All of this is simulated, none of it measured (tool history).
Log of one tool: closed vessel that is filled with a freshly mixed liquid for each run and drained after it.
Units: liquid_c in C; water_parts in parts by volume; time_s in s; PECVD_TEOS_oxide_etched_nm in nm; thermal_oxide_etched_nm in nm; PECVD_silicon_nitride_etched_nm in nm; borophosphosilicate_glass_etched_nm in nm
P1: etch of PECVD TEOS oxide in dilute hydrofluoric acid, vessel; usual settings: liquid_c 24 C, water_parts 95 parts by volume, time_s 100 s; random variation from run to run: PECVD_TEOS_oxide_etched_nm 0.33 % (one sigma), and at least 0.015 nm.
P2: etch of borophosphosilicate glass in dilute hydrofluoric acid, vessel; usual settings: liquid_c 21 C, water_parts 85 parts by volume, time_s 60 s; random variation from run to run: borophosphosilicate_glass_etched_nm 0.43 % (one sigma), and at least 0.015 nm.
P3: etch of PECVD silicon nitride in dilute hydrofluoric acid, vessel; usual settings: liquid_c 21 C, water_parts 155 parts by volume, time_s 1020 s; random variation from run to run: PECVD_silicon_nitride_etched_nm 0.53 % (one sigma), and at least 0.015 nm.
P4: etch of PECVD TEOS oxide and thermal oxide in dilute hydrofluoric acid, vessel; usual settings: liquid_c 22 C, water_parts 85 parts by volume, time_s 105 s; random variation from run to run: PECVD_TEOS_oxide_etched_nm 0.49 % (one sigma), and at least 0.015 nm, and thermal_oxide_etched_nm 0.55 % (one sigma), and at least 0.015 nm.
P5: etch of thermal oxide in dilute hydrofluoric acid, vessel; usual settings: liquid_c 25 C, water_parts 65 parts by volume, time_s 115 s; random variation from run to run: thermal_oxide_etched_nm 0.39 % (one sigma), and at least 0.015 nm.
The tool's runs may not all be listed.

| run | hour | process | liquid_c | water_parts | time_s | hours since the thermometer was replaced | hours since the hydrofluoric acid flow meter was replaced | PECVD_TEOS_oxide_etched_nm | thermal_oxide_etched_nm | PECVD_silicon_nitride_etched_nm | borophosphosilicate_glass_etched_nm |
|---|---|---|---|---|---|---|---|---|---|---|---|
| 1 | 8.8 | P1 | 24 | 95 | 100 | 434.9 | 1251.5 | 13.358 |  |  |  |
| 2 | 18 | P4 | 22 | 85 | 105 | 444.1 | 1260.7 | 23.015 | 5.5116 |  |  |
| 3 | 23.6 | P1 | 24 | 95 | 100 | 449.7 | 1266.3 | 13.342 |  |  |  |
| 4 | 30.8 | P1 | 24 | 95 | 100 | 456.9 | 1273.5 | 13.414 |  |  |  |
| 5 | 38.4 | P3 | 21 | 240 | 1020 | 464.5 | 1281.1 |  |  | 20.265 |  |
| 6 | 45.2 | P2 | 21 | 85 | 60 | 471.3 | 1287.9 |  |  |  | 16.506 |
| 7 | 50.7 | P1 | 20 | 95 | 100 | 476.8 | 1293.4 | 11.342 |  |  |  |
| 8 | 59.6 | P5 | 25 | 20 | 115 | 485.7 | 1302.3 |  | 30.035 |  |  |
| 9 | 68.2 | P4 | 17 | 85 | 105 | 494.3 | 1310.9 | 18.569 | 4.4678 |  |  |
| 10 | 73.1 | P5 | 25 | 65 | 30 | 499.2 | 1315.8 |  | 2.3028 |  |  |
| 11 | 82.7 | P1 | 24 | 95 | 100 | 508.8 | 1325.4 | 13.386 |  |  |  |
| 12 | 88.4 | P3 | 28 | 155 | 1020 | 514.5 | 1331.1 |  |  | 48.768 |  |
| 13 | 97.2 | P1 | 24 | 40 | 100 | 523.3 | 1339.9 | 34.224 |  |  |  |
| 14 | 104.3 | P4 | 22 | 85 | 105 | 530.4 | 1347 | 22.98 | 5.4749 |  |  |
| 15 | 111.5 | P2 | 21 | 85 | 105 | 537.6 | 1354.2 |  |  |  | 28.941 |
| 16 | 119.6 | P2 | 21 | 150 | 60 | 545.7 | 1362.3 |  |  |  | 8.7145 |
| 17 | 126.6 | P1 | 24 | 95 | 150 | 552.7 | 1369.3 | 19.985 |  |  |  |
| 18 | 133.7 | P3 | 21 | 155 | 1020 | 559.8 | 1376.4 |  |  | 31.052 |  |
| 19 | 141.9 | P1 | 18 | 130 | 100 | 568 | 1384.6 | 7.3718 |  |  |  |
| 20 | 146.5 | P1 | 24 | 95 | 100 | 572.6 | 1389.2 | 13.409 |  |  |  |
| 21 | 155.9 | P2 | 25.5 | 85 | 60 | 582 | 1398.6 |  |  |  | 19.768 |
| 22 | 160.9 | P1 | 24 | 95 | 40 | 587 | 1403.6 | 5.3446 |  |  |  |
| 23 | 167.7 | P4 | 22 | 85 | 175 | 593.8 | 1410.4 | 38.154 | 9.1141 |  |  |
| 24 | 176.3 | P1 | 24 | 20 | 40 | 602.4 | 1419 | 27.988 |  |  |  |
| 25 | 183.6 | P4 | 22 | 135 | 105 | 609.7 | 1426.3 | 13.633 | 3.2779 |  |  |
| 26 | 188.8 | P5 | 19.5 | 65 | 115 | 614.9 | 1431.5 |  | 6.9188 |  |  |
| 27 | 196 | P5 | 25 | 65 | 115 | 622.1 | 1438.7 |  | 8.7178 |  |  |
| 28 | 204.5 | P1 | 28.5 | 95 | 100 | 630.6 | 1447.2 | 16.004 |  |  |  |
| 29 | 208.9 | P3 | 21 | 155 | 1795 | 635 | 1451.6 |  |  | 54.691 |  |
| 30 | 215.7 | P1 | 29 | 135 | 100 | 641.8 | 1458.4 | 10.745 |  |  |  |
| 31 | 223.2 | P1 | 24 | 170 | 100 | 649.3 | 1465.9 | 6.8431 |  |  |  |
| 32 | 229.7 | P1 | 24 | 95 | 100 | 655.8 | 1472.4 | 13.4 |  |  |  |
| 33 | 239.6 | P1 | 24 | 95 | 100 | 665.7 | 1482.3 | 12.861 |  |  |  |
| 34 | 248.5 | P1 | 24 | 95 | 100 | 674.6 | 1491.2 | 12.517 |  |  |  |
| 35 | 256.5 | P1 | 24 | 95 | 100 | 682.6 | 1499.2 | 12.463 |  |  |  |
| 36 | 261.4 | P1 | 24 | 95 | 100 | 687.5 | 1504.1 | 12.279 |  |  |  |
| 37 | 265.9 | P1 | 24 | 95 | 100 | 692 | 1508.6 | 12.277 |  |  |  |

The next listed run, before its measurement:
| 38 | 272.9 | P1 | 24 | 95 | 100 | 699 | 1515.6 | ? |  |  |  |

PECVD_TEOS_oxide_etched_nm: 12.213 nm
